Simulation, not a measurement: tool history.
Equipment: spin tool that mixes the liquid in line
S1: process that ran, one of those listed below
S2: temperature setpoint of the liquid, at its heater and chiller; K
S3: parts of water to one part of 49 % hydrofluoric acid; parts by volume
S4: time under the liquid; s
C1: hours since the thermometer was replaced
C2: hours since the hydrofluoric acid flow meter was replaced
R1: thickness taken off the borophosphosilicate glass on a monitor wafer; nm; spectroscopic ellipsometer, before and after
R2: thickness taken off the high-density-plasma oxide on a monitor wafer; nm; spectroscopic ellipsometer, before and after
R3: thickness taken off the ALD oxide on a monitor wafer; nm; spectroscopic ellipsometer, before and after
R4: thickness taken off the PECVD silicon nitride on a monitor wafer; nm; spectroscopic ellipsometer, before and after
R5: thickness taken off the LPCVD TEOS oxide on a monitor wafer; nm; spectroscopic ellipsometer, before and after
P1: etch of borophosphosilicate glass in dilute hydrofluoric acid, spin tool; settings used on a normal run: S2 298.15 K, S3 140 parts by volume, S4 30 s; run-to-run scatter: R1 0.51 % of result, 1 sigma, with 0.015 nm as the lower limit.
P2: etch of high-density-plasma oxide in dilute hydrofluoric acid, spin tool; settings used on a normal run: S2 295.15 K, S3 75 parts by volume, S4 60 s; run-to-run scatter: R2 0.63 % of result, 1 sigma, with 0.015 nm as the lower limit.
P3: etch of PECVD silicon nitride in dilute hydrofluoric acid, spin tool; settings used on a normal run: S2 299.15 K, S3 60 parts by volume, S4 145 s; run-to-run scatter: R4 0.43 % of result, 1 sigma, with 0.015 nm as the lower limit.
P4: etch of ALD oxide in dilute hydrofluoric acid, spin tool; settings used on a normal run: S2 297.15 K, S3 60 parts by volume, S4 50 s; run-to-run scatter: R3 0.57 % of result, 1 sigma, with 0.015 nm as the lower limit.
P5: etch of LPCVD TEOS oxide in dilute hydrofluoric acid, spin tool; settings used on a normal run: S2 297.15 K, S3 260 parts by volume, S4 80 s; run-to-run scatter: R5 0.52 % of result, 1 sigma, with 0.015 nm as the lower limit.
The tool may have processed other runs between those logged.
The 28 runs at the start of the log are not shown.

run   hour  S1      S2   S3   S4      C1     C2      R1  R2      R3      R4  R5
 29  316.6  P3  307.15   60  145  1254.5  748.4                      10.641
 30  323.8  P4  297.15   85   50  1261.7  755.6              16.916
 31  334.5  P4  302.15   60   50  1272.4  766.3              30.551
 32  345.6  P1  298.15  140   30  1283.5  777.4  13.922
 33  352.3  P1  298.15  140   30  1290.2  784.1  13.644
 34  365.7  P1  298.15  140   30  1303.6  797.5  13.275
 35  373.1  P1  298.15  140   30    1311  804.9   13.06
 36  384.8  P1  298.15  140   30  1322.7  816.6  13.124
 37    396  P1  298.15  140   30  1333.9  827.8  13.034

Run 38 has not been measured yet. What should we expect?
 38  402.5  P1  298.15  140  30  1340.4  834.3   ?

{"run 38": {"R1": 12.995}}

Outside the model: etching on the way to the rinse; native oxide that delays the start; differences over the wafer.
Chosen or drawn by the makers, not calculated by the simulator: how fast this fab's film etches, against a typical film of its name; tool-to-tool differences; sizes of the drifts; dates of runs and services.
